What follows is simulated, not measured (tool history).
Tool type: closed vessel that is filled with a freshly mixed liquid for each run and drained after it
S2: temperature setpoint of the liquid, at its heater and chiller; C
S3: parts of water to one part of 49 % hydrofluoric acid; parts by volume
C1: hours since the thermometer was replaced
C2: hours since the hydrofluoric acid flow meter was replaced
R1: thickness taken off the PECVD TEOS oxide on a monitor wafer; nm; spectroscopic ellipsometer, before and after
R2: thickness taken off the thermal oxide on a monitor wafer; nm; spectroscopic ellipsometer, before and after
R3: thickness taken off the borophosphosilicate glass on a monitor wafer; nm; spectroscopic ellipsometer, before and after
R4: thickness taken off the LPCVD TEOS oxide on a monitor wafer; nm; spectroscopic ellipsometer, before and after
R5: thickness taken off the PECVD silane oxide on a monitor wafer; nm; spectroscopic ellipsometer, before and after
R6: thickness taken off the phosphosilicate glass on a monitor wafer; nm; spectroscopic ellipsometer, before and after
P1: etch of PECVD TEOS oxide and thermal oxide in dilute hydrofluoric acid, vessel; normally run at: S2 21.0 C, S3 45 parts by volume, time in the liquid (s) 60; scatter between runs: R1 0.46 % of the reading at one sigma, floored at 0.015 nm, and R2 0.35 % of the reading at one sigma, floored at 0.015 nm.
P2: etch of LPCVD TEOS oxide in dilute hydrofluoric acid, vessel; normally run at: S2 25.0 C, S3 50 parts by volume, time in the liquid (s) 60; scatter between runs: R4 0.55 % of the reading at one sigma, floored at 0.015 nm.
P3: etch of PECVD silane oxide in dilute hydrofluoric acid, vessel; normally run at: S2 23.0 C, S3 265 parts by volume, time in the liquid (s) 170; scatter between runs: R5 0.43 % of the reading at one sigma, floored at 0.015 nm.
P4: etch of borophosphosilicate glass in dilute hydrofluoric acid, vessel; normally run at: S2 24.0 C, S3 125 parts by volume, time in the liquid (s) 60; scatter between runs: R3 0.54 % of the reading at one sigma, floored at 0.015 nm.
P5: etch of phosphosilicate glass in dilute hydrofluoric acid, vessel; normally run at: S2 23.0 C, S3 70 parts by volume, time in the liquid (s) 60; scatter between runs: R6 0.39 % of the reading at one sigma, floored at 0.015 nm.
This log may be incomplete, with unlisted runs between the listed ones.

{"run": 1, "day": 0.446, "process that ran": "P1", "S2": 21.0, "S3": 45, "time in the liquid (s)": 60, "C1": 342.7, "C2": 449.1, "R1": 19.971, "R2": 5.9383}
{"run": 2, "day": 0.883, "process that ran": "P4", "S2": 20.5, "S3": 125, "time in the liquid (s)": 60, "C1": 353.2, "C2": 459.6, "R3": 36.205}
{"run": 3, "day": 1.238, "process that ran": "P1", "S2": 21.0, "S3": 45, "time in the liquid (s)": 60, "C1": 361.7, "C2": 468.1, "R1": 20.026, "R2": 5.9301}
{"run": 4, "day": 1.492, "process that ran": "P1", "S2": 21.0, "S3": 30, "time in the liquid (s)": 60, "C1": 367.8, "C2": 474.2, "R1": 30.697, "R2": 9.0764}
{"run": 5, "day": 1.95, "process that ran": "P1", "S2": 21.0, "S3": 45, "time in the liquid (s)": 60, "C1": 378.8, "C2": 485.2, "R1": 20.017, "R2": 5.9403}
{"run": 6, "day": 2.225, "process that ran": "P2", "S2": 18.5, "S3": 50, "time in the liquid (s)": 60, "C1": 385.4, "C2": 491.8, "R4": 21.992}
{"run": 7, "day": 2.508, "process that ran": "P4", "S2": 24.0, "S3": 125, "time in the liquid (s)": 60, "C1": 392.2, "C2": 498.6, "R3": 41.416}
{"run": 8, "day": 2.971, "process that ran": "P4", "S2": 24.0, "S3": 125, "time in the liquid (s)": 60, "C1": 403.3, "C2": 509.7, "R3": 40.997}
{"run": 9, "day": 3.412, "process that ran": "P1", "S2": 29.0, "S3": 70, "time in the liquid (s)": 60, "C1": 413.9, "C2": 520.3, "R1": 17.055, "R2": 5.1474}
{"run": 10, "day": 3.792, "process that ran": "P1", "S2": 25.5, "S3": 45, "time in the liquid (s)": 60, "C1": 423.0, "C2": 529.4, "R1": 23.974, "R2": 7.173}
{"run": 11, "day": 4.233, "process that ran": "P1", "S2": 17.0, "S3": 45, "time in the liquid (s)": 60, "C1": 433.6, "C2": 540.0, "R1": 16.908, "R2": 5.0128}
{"run": 12, "day": 4.725, "process that ran": "P2", "S2": 25.0, "S3": 50, "time in the liquid (s)": 90, "C1": 445.4, "C2": 551.8, "R4": 43.1}
{"run": 13, "day": 5.229, "process that ran": "P4", "S2": 24.0, "S3": 30, "time in the liquid (s)": 60, "C1": 457.5, "C2": 563.9, "R3": 193.82}
{"run": 14, "day": 5.625, "process that ran": "P1", "S2": 21.0, "S3": 75, "time in the liquid (s)": 60, "C1": 467.0, "C2": 573.4, "R1": 11.532, "R2": 3.4684}
{"run": 15, "day": 6.046, "process that ran": "P3", "S2": 23.0, "S3": 265, "time in the liquid (s)": 170, "C1": 477.1, "C2": 583.5, "R5": 14.932}
{"run": 16, "day": 6.488, "process that ran": "P5", "S2": 23.0, "S3": 70, "time in the liquid (s)": 105, "C1": 487.7, "C2": 594.1, "R6": 232.55}
{"run": 17, "day": 6.833, "process that ran": "P2", "S2": 25.0, "S3": 50, "time in the liquid (s)": 60, "C1": 496.0, "C2": 602.4, "R4": 28.75}
{"run": 18, "day": 7.292, "process that ran": "P5", "S2": 23.0, "S3": 70, "time in the liquid (s)": 60, "C1": 507.0, "C2": 613.4, "R6": 132.59}
{"run": 19, "day": 7.675, "process that ran": "P1", "S2": 21.0, "S3": 45, "time in the liquid (s)": 60, "C1": 516.2, "C2": 622.6, "R1": 19.964, "R2": 5.9455}
{"run": 20, "day": 7.912, "process that ran": "P1", "S2": 21.0, "S3": 45, "time in the liquid (s)": 60, "C1": 521.9, "C2": 628.3, "R1": 19.898, "R2": 5.9872}
{"day": 7.946, "done": "hydrofluoric acid flow meter replaced"}
{"run": 21, "day": 8.175, "process that ran": "P3", "S2": 23.0, "S3": 265, "time in the liquid (s)": 95, "C1": 528.2, "C2": 5.5, "R5": 8.3663}
{"run": 22, "day": 8.433, "process that ran": "P3", "S2": 30.0, "S3": 265, "time in the liquid (s)": 170, "C1": 534.4, "C2": 11.7, "R5": 19.092}
{"run": 23, "day": 8.754, "process that ran": "P3", "S2": 23.0, "S3": 400, "time in the liquid (s)": 170, "C1": 542.1, "C2": 19.4, "R5": 8.7849}
{"run": 24, "day": 9.083, "process that ran": "P1", "S2": 21.0, "S3": 45, "time in the liquid (s)": 30, "C1": 550.0, "C2": 27.3, "R1": 9.8994, "R2": 2.9888}
{"run": 25, "day": 9.5, "process that ran": "P5", "S2": 23.0, "S3": 70, "time in the liquid (s)": 60, "C1": 560.0, "C2": 37.3, "R6": 132.57}
{"run": 26, "day": 10.008, "process that ran": "P5", "S2": 28.0, "S3": 70, "time in the liquid (s)": 60, "C1": 572.2, "C2": 49.5, "R6": 163.34}
{"run": 27, "day": 10.25, "process that ran": "P4", "S2": 24.0, "S3": 125, "time in the liquid (s)": 30, "C1": 578.0, "C2": 55.3, "R3": 20.694}
{"run": 28, "day": 10.529, "process that ran": "P2", "S2": 25.0, "S3": 85, "time in the liquid (s)": 60, "C1": 584.7, "C2": 62.0, "R4": 16.076}
{"run": 29, "day": 10.879, "process that ran": "P3", "S2": 23.0, "S3": 265, "time in the liquid (s)": 170, "C1": 593.1, "C2": 70.4, "R5": 15.09}
{"run": 30, "day": 11.138, "process that ran": "P5", "S2": 23.0, "S3": 20, "time in the liquid (s)": 60, "C1": 599.3, "C2": 76.6, "R6": 491.3}
{"run": 31, "day": 11.617, "process that ran": "P1", "S2": 21.0, "S3": 45, "time in the liquid (s)": 100, "C1": 610.8, "C2": 88.1, "R1": 33.44, "R2": 9.9477}
{"run": 32, "day": 12.112, "process that ran": "P1", "S2": 21.0, "S3": 45, "time in the liquid (s)": 60, "C1": 622.7, "C2": 100.0, "R1": 19.811, "R2": 6.0111}
{"run": 33, "day": 12.579, "process that ran": "P1", "S2": 21.0, "S3": 45, "time in the liquid (s)": 60, "C1": 633.9, "C2": 111.2, "R1": 20.097, "R2": 5.998}
{"run": 34, "day": 13.042, "process that ran": "P1", "S2": 21.0, "S3": 45, "time in the liquid (s)": 60, "C1": 645.0, "C2": 122.3, "R1": 18.939, "R2": 5.6478}
{"run": 35, "day": 13.554, "process that ran": "P1", "S2": 21.0, "S3": 45, "time in the liquid (s)": 60, "C1": 657.3, "C2": 134.6, "R1": 18.369, "R2": 5.4792}
{"run": 36, "day": 13.817, "process that ran": "P1", "S2": 21.0, "S3": 45, "time in the liquid (s)": 60, "C1": 663.6, "C2": 140.9, "R1": 18.28, "R2": 5.443}
{"run": 37, "day": 14.3, "process that ran": "P1", "S2": 21.0, "S3": 45, "time in the liquid (s)": 60, "C1": 675.2, "C2": 152.5, "R1": 18.144, "R2": 5.4397}
{"run": 38, "day": 14.654, "process that ran": "P1", "S2": 21.0, "S3": 45, "time in the liquid (s)": 60, "C1": 683.7, "C2": 161.0, "R1": 18.097, "R2": 5.431}
{"run": 39, "day": 15.046, "process that ran": "P1", "S2": 21.0, "S3": 45, "time in the liquid (s)": 60, "C1": 693.1, "C2": 170.4, "R1": 18.01, "R2": 5.3648}

Something has made what P1 gives creep away from where it was; the 2 causes below, each at its own stated size, fit the log equally well:
A: liquid colder than its thermometer reads (K) = 2.36
B: hydrofluoric acid flow below the setpoint (%) = 9.05
The creep began at about day 12.579.

Of the 4 check runs listed below, each run on one wafer and each result written as a question mark, which would let you distinguish the listed causes because they would give clearly different results?
{"run": "check 1", "day": 15.438, "process that ran": "P2", "S2": 19.0, "S3": 85, "time in the liquid (s)": 60, "R4": "?"}
{"run": "check 2", "day": 15.438, "process that ran": "P4", "S2": 24.0, "S3": 40, "time in the liquid (s)": 30, "R3": "?"}
{"run": "check 3", "day": 15.438, "process that ran": "P3", "S2": 27.5, "S3": 265, "time in the liquid (s)": 170, "R5": "?"}
{"run": "check 4", "day": 15.438, "process that ran": "P5", "S2": 23.0, "S3": 20, "time in the liquid (s)": 90, "R6": "?"}

How each check would come out, cause by cause:
check=check_1 result=R4 if_A=11.501 if_B=11.450
check=check_2 result=R3 if_A=65.072 if_B=64.982
check=check_3 result=R5 if_A=16.1670 if_B=15.5070
check=check_4 result=R6 if_A=671.97 if_B=674.49
Minimum pairwise separation of causes per check, each pair taken at its best-separating result: check 1 0.45 %; check 2 0.14 %; check 3 4.16 %; check 4 0.37 %
Check 3 distinguishes between the causes, while the remaining checks would return nearly the same result for all of them.

Check 3 was carried out, with these results: R5 15.5140 nm. Which of the listed causes is responsible?

It is B: hydrofluoric acid flow below the setpoint (%).
